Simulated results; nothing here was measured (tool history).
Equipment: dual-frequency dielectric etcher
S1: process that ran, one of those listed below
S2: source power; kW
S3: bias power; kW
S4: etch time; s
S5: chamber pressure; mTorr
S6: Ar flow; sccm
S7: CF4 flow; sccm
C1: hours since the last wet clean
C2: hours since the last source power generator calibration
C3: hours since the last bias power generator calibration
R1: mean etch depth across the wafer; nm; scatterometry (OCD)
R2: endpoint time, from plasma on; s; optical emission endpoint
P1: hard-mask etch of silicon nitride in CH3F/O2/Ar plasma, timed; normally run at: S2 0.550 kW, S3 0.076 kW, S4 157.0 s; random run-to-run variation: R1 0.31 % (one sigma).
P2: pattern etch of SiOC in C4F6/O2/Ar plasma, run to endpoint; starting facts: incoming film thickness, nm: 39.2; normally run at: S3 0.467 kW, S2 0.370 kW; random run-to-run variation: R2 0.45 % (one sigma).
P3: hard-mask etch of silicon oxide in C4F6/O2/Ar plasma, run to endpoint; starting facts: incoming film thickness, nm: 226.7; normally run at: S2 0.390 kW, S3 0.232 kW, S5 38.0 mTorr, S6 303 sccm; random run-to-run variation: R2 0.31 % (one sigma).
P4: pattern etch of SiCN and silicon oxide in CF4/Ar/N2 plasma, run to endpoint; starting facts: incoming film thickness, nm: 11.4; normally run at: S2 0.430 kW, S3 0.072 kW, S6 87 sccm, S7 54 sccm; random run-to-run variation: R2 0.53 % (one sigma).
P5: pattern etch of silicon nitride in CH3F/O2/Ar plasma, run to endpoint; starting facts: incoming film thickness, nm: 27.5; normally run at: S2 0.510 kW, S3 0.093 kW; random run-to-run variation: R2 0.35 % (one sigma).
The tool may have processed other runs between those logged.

Run 1, hour 4.7: S1 P1, S2 0.550 kW, S3 0.076 kW, S4 157.0 s; C1 63.5; C2 1682.7; C3 1637.4. Result: R1 123.450 nm.
Run 2, hour 12.3: S1 P1, S2 0.550 kW, S3 0.091 kW, S4 112.5 s; C1 71.1; C2 1690.3; C3 1645.0. Result: R1 94.055 nm.
Run 3, hour 18.4: S1 P3, S2 0.390 kW, S3 0.286 kW, S5 38.0 mTorr, S6 303 sccm; C1 77.2; C2 1696.4; C3 1651.1. Result: R2 63.815 s.
Run 4, hour 26.3: S1 P4, S2 0.430 kW, S3 0.046 kW, S6 87 sccm, S7 54 sccm; C1 85.1; C2 1704.3; C3 1659.0. Result: R2 16.241 s.
Run 5, hour 33.8: S1 P1, S2 0.550 kW, S3 0.076 kW, S4 157.0 s; C1 92.6; C2 1711.8; C3 1666.5. Result: R1 122.450 nm.
Run 6, hour 37.5: S1 P1, S2 0.550 kW, S3 0.076 kW, S4 217.5 s; C1 96.3; C2 1715.5; C3 1670.2. Result: R1 169.390 nm.
Run 7, hour 45.4: S1 P3, S2 0.390 kW, S3 0.232 kW, S5 30.5 mTorr, S6 303 sccm; C1 104.2; C2 1723.4; C3 1678.1. Result: R2 66.728 s.
Run 8, hour 50.4: S1 P4, S2 0.430 kW, S3 0.072 kW, S6 68 sccm, S7 54 sccm; C1 109.2; C2 1728.4; C3 1683.1. Result: R2 13.370 s.
Run 9, hour 56.1: S1 P5, S2 0.510 kW, S3 0.093 kW; C1 114.9; C2 1734.1; C3 1688.8. Result: R2 32.558 s.
Run 10, hour 59.7: S1 P1, S2 0.550 kW, S3 0.076 kW, S4 86.5 s; C1 118.5; C2 1737.7; C3 1692.4. Result: R1 67.682 nm.
Run 11, hour 64.2: S1 P4, S2 0.430 kW, S3 0.072 kW, S6 87 sccm, S7 32 sccm; C1 123.0; C2 1742.2; C3 1696.9. Result: R2 15.215 s.
Run 12, hour 68.3: S1 P1, S2 0.550 kW, S3 0.097 kW, S4 157.0 s; C1 127.1; C2 1746.3; C3 1701.0. Result: R1 134.190 nm.
Run 13, hour 75.8: S1 P1, S2 0.550 kW, S3 0.055 kW, S4 97.5 s; C1 134.6; C2 1753.8; C3 1708.5. Result: R1 68.753 nm.
Run 14, hour 83.9: S1 P5, S2 0.510 kW, S3 0.117 kW; C1 142.7; C2 1761.9; C3 1716.6. Result: R2 29.741 s.
Run 15, hour 91.7: S1 P2, S2 0.220 kW, S3 0.467 kW; C1 150.5; C2 1769.7; C3 1724.4. Result: R2 16.802 s.
Run 16, hour 99.1: S1 P4, S2 0.570 kW, S3 0.072 kW, S6 87 sccm, S7 54 sccm; C1 157.9; C2 1777.1; C3 1731.8. Result: R2 10.935 s.
Run 17, hour 104.7: S1 P1, S2 0.780 kW, S3 0.076 kW, S4 157.0 s; C1 163.5; C2 1782.7; C3 1737.4. Result: R1 140.970 nm.
Run 18, hour 112.7: S1 P1, S2 0.390 kW, S3 0.076 kW, S4 157.0 s; C1 171.5; C2 1790.7; C3 1745.4. Result: R1 107.830 nm.
Run 19, hour 120.2: S1 P1, S2 0.550 kW, S3 0.056 kW, S4 157.0 s; C1 179.0; C2 1798.2; C3 1752.9. Result: R1 111.320 nm.
Run 20, hour 127.0: S1 P4, S2 0.430 kW, S3 0.072 kW, S6 87 sccm, S7 54 sccm; C1 185.8; C2 1805.0; C3 1759.7. Result: R2 14.122 s.
Run 21, hour 131.7: S1 P3, S2 0.390 kW, S3 0.232 kW, S5 38.0 mTorr, S6 198 sccm; C1 190.5; C2 1809.7; C3 1764.4. Result: R2 65.462 s.
Run 22, hour 137.7: S1 P1, S2 0.550 kW, S3 0.076 kW, S4 157.0 s; C1 196.5; C2 1815.7; C3 1770.4. Result: R1 122.600 nm.
Run 23, hour 144.0: S1 P2, S2 0.370 kW, S3 0.292 kW; C1 202.8; C2 1822.0; C3 1776.7. Result: R2 16.578 s.
At hour 149.2: source power generator calibrated.
Run 24, hour 151.5: S1 P4, S2 0.430 kW, S3 0.072 kW, S6 87 sccm, S7 54 sccm; C1 210.3; C2 2.4; C3 1784.2. Result: R2 14.127 s.
Run 25, hour 159.1: S1 P5, S2 0.680 kW, S3 0.093 kW; C1 217.9; C2 10.0; C3 1791.8. Result: R2 29.015 s.
Run 26, hour 164.7: S1 P1, S2 0.550 kW, S3 0.076 kW, S4 157.0 s; C1 223.5; C2 15.6; C3 1797.4. Result: R1 123.400 nm.
Run 27, hour 169.6: S1 P3, S2 0.260 kW, S3 0.232 kW, S5 38.0 mTorr, S6 303 sccm; C1 228.4; C2 20.5; C3 1802.3. Result: R2 79.863 s.
Run 28, hour 176.3: S1 P2, S2 0.370 kW, S3 0.467 kW; C1 235.1; C2 27.2; C3 1809.0. Result: R2 13.957 s.
Run 29, hour 181.0: S1 P3, S2 0.390 kW, S3 0.232 kW, S5 38.0 mTorr, S6 303 sccm; C1 239.8; C2 31.9; C3 1813.7. Result: R2 68.107 s.
Run 30, hour 184.7: S1 P1, S2 0.550 kW, S3 0.076 kW, S4 157.0 s; C1 243.5; C2 35.6; C3 1817.4. Result: R1 123.560 nm.
Run 31, hour 190.4: S1 P1, S2 0.550 kW, S3 0.076 kW, S4 157.0 s; C1 249.2; C2 41.3; C3 1823.1. Result: R1 122.080 nm.
Run 32, hour 197.6: S1 P1, S2 0.550 kW, S3 0.076 kW, S4 157.0 s; C1 256.4; C2 48.5; C3 1830.3. Result: R1 121.930 nm.
Run 33, hour 203.9: S1 P1, S2 0.550 kW, S3 0.076 kW, S4 157.0 s; C1 262.7; C2 54.8; C3 1836.6. Result: R1 121.220 nm.
Run 34, hour 210.2: S1 P1, S2 0.550 kW, S3 0.076 kW, S4 157.0 s; C1 269.0; C2 61.1; C3 1842.9. Result: R1 120.880 nm.
Run 35, hour 215.0: S1 P1, S2 0.550 kW, S3 0.076 kW, S4 157.0 s; C1 273.8; C2 65.9; C3 1847.7. Result: R1 120.820 nm.
At hour 215.6: wet clean of the chamber.
Run 36, hour 222.6: S1 P1, S2 0.550 kW, S3 0.076 kW, S4 157.0 s; C1 7.1; C2 73.5; C3 1855.3. Result: R1 121.040 nm.
Run 37, hour 227.9: S1 P1, S2 0.550 kW, S3 0.076 kW, S4 157.0 s; C1 12.4; C2 78.8; C3 1860.6. Result: R1 122.010 nm.

P1 has crept away from where it was. The log is fitted equally well by each of these 2 causes, at the sizes shown:
A: bias power that arrives under what is set, % = 4.59
B: source power that arrives under what is set, % = 4.08
Onset of the creep was near hour 184.7.
All other causes, with the reason each is excluded:
chamber walls in a state that lowers the etch rate, %: maintenance at hour 215.6, after the shift began, did not return the process to its former output

Below are 4 check runs, each averaged over 5 wafers, with their results shown as question marks. Which of them would give clearly different results depending on which cause is behind the drift?
Run check 1, hour 233.2: S1 P2, S2 0.240 kW, S3 0.323 kW. Result: R2 ?.
Run check 2, hour 233.2: S1 P5, S2 0.620 kW, S3 0.113 kW. Result: R2 ?.
Run check 3, hour 233.2: S1 P4, S2 0.430 kW, S3 0.072 kW, S6 69 sccm, S7 54 sccm. Result: R2 ?.
Run check 4, hour 233.2: S1 P3, S2 0.390 kW, S3 0.232 kW, S5 38.0 mTorr, S6 253 sccm. Result: R2 ?.

Outcome of each check run for each possible cause:
  check  result    if A    if B
check 1      R2  19.065  19.041
check 2      R2  28.557  28.513
check 3      R2  13.751  14.046
check 4      R2  68.008  68.033
Per check, the gap between the least separated pair of causes, taken in the result that splits them most: check 1 0.13 %; check 2 0.15 %; check 3 2.12 %; check 4 0.04 %
The other checks would show nearly matching results whichever cause is true, so check 3 is the only one that separates the causes.

After running check 3, the following was obtained: R2 14.049 s. Which cause does this point to?

Of the candidate causes, it is B: source power that arrives under what is set, %.
